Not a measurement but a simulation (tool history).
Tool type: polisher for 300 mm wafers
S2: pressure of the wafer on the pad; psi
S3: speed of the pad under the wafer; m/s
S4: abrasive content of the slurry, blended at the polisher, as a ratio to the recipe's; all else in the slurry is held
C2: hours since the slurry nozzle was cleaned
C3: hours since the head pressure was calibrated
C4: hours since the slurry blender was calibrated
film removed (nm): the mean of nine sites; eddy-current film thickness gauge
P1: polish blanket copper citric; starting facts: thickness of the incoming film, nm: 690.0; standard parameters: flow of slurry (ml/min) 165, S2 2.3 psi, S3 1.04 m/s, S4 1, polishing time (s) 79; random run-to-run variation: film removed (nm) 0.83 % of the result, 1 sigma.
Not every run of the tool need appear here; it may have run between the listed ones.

{"run": 1, "day": 0.454, "flow of slurry (ml/min)": 165, "S2": 2.3, "S3": 1.04, "S4": 1, "polishing time (s)": 79, "wafers polished on this pad": 555, "C2": 216.1, "C3": 741.7, "C4": 100.8, "film removed (nm)": 124.72}
{"run": 2, "day": 0.792, "flow of slurry (ml/min)": 165, "S2": 1.1, "S3": 1.04, "S4": 1, "polishing time (s)": 79, "wafers polished on this pad": 648, "C2": 224.2, "C3": 749.8, "C4": 108.9, "film removed (nm)": 62.628}
{"run": 3, "day": 1.425, "flow of slurry (ml/min)": 165, "S2": 2.3, "S3": 1.04, "S4": 1, "polishing time (s)": 79, "wafers polished on this pad": 824, "C2": 239.4, "C3": 765, "C4": 124.1, "film removed (nm)": 127.35}
{"run": 4, "day": 1.888, "flow of slurry (ml/min)": 225, "S2": 2.3, "S3": 1.04, "S4": 1, "polishing time (s)": 79, "wafers polished on this pad": 952, "C2": 250.5, "C3": 776.1, "C4": 135.2, "film removed (nm)": 131.84}
{"run": 5, "day": 2.429, "flow of slurry (ml/min)": 165, "S2": 2.3, "S3": 1.04, "S4": 1, "polishing time (s)": 53, "wafers polished on this pad": 1102, "C2": 263.5, "C3": 789.1, "C4": 148.2, "film removed (nm)": 84.189}
{"run": 6, "day": 2.921, "flow of slurry (ml/min)": 165, "S2": 2.3, "S3": 1.04, "S4": 1.5, "polishing time (s)": 79, "wafers polished on this pad": 1238, "C2": 275.3, "C3": 800.9, "C4": 160, "film removed (nm)": 138.28}
{"run": 7, "day": 3.458, "flow of slurry (ml/min)": 165, "S2": 2.3, "S3": 0.7, "S4": 1, "polishing time (s)": 79, "wafers polished on this pad": 1387, "C2": 288.2, "C3": 813.8, "C4": 172.9, "film removed (nm)": 86.061}
{"run": 8, "day": 3.862, "flow of slurry (ml/min)": 165, "S2": 2.3, "S3": 1.04, "S4": 1, "polishing time (s)": 125, "wafers polished on this pad": 1499, "C2": 297.9, "C3": 823.5, "C4": 182.6, "film removed (nm)": 198.35}
{"run": 9, "day": 4.479, "flow of slurry (ml/min)": 165, "S2": 3.6, "S3": 1.04, "S4": 1, "polishing time (s)": 79, "wafers polished on this pad": 1670, "C2": 312.7, "C3": 838.3, "C4": 197.4, "film removed (nm)": 194.1}
{"run": 10, "day": 5.15, "flow of slurry (ml/min)": 165, "S2": 2.3, "S3": 1.04, "S4": 1, "polishing time (s)": 79, "wafers polished on this pad": 1856, "C2": 328.8, "C3": 854.4, "C4": 213.5, "film removed (nm)": 125.45}
{"run": 11, "day": 5.746, "flow of slurry (ml/min)": 100, "S2": 2.3, "S3": 1.04, "S4": 1, "polishing time (s)": 79, "wafers polished on this pad": 2021, "C2": 343.1, "C3": 868.7, "C4": 227.8, "film removed (nm)": 112.91}
{"run": 12, "day": 6.442, "flow of slurry (ml/min)": 165, "S2": 2.3, "S3": 1.04, "S4": 1, "polishing time (s)": 79, "wafers polished on this pad": 2213, "C2": 359.8, "C3": 885.4, "C4": 244.5, "film removed (nm)": 125.86}
{"run": 13, "day": 7.004, "flow of slurry (ml/min)": 210, "S2": 2.3, "S3": 1.04, "S4": 1.35, "polishing time (s)": 79, "wafers polished on this pad": 2369, "C2": 373.3, "C3": 898.9, "C4": 258, "film removed (nm)": 140.05}
{"run": 14, "day": 7.488, "flow of slurry (ml/min)": 165, "S2": 2.3, "S3": 1.04, "S4": 0.5, "polishing time (s)": 79, "wafers polished on this pad": 2503, "C2": 384.9, "C3": 910.5, "C4": 269.6, "film removed (nm)": 109.55}
{"run": 15, "day": 7.842, "flow of slurry (ml/min)": 165, "S2": 3.3, "S3": 1.6, "S4": 1, "polishing time (s)": 79, "wafers polished on this pad": 2601, "C2": 393.4, "C3": 919, "C4": 278.1, "film removed (nm)": 274.39}
{"run": 16, "day": 8.233, "flow of slurry (ml/min)": 205, "S2": 2.3, "S3": 1.04, "S4": 1, "polishing time (s)": 59, "wafers polished on this pad": 2710, "C2": 402.8, "C3": 928.4, "C4": 287.5, "film removed (nm)": 96.141}
{"run": 17, "day": 8.912, "flow of slurry (ml/min)": 165, "S2": 2.3, "S3": 1.64, "S4": 1, "polishing time (s)": 79, "wafers polished on this pad": 2898, "C2": 419.1, "C3": 944.7, "C4": 303.8, "film removed (nm)": 198.73}
{"run": 18, "day": 9.3, "flow of slurry (ml/min)": 165, "S2": 2.3, "S3": 1.04, "S4": 1, "polishing time (s)": 79, "wafers polished on this pad": 3005, "C2": 428.4, "C3": 954, "C4": 313.1, "film removed (nm)": 124.49}
{"run": 19, "day": 10.0, "flow of slurry (ml/min)": 165, "S2": 2.3, "S3": 1.04, "S4": 1, "polishing time (s)": 79, "wafers polished on this pad": 3199, "C2": 445.2, "C3": 970.8, "C4": 329.9, "film removed (nm)": 120.78}
{"run": 20, "day": 10.388, "flow of slurry (ml/min)": 165, "S2": 2.3, "S3": 1.04, "S4": 1, "polishing time (s)": 79, "wafers polished on this pad": 3306, "C2": 454.5, "C3": 980.1, "C4": 339.2, "film removed (nm)": 119.92}
{"run": 21, "day": 10.962, "flow of slurry (ml/min)": 165, "S2": 2.3, "S3": 1.04, "S4": 1, "polishing time (s)": 79, "wafers polished on this pad": 3466, "C2": 468.3, "C3": 993.9, "C4": 353, "film removed (nm)": 117.41}
{"day": 11.238, "done": "slurry blender recalibrated"}
{"day": 11.288, "done": "worn pad replaced by a new one"}
{"run": 22, "day": 11.5, "flow of slurry (ml/min)": 165, "S2": 2.3, "S3": 1.04, "S4": 1, "polishing time (s)": 79, "wafers polished on this pad": 59, "C2": 481.2, "C3": 1006.8, "C4": 6.4, "film removed (nm)": 117.16}
{"run": 23, "day": 11.883, "flow of slurry (ml/min)": 165, "S2": 2.3, "S3": 1.04, "S4": 1, "polishing time (s)": 79, "wafers polished on this pad": 165, "C2": 490.4, "C3": 1016, "C4": 15.6, "film removed (nm)": 114.55}
{"run": 24, "day": 12.367, "flow of slurry (ml/min)": 165, "S2": 2.3, "S3": 1.04, "S4": 1, "polishing time (s)": 79, "wafers polished on this pad": 299, "C2": 502, "C3": 1027.6, "C4": 27.2, "film removed (nm)": 116.34}
{"run": 25, "day": 12.788, "flow of slurry (ml/min)": 165, "S2": 2.3, "S3": 1.04, "S4": 1, "polishing time (s)": 79, "wafers polished on this pad": 415, "C2": 512.1, "C3": 1037.7, "C4": 37.3, "film removed (nm)": 115.99}

Expected results for the next run?
{"run": 26, "day": 13.396, "flow of slurry (ml/min)": 165, "S2": 2.3, "S3": 1.04, "S4": 1, "polishing time (s)": 79, "wafers polished on this pad": 584, "C2": 526.7, "C3": 1052.3, "C4": 51.9, "film removed (nm)": "?"}

film removed (nm): 115.37

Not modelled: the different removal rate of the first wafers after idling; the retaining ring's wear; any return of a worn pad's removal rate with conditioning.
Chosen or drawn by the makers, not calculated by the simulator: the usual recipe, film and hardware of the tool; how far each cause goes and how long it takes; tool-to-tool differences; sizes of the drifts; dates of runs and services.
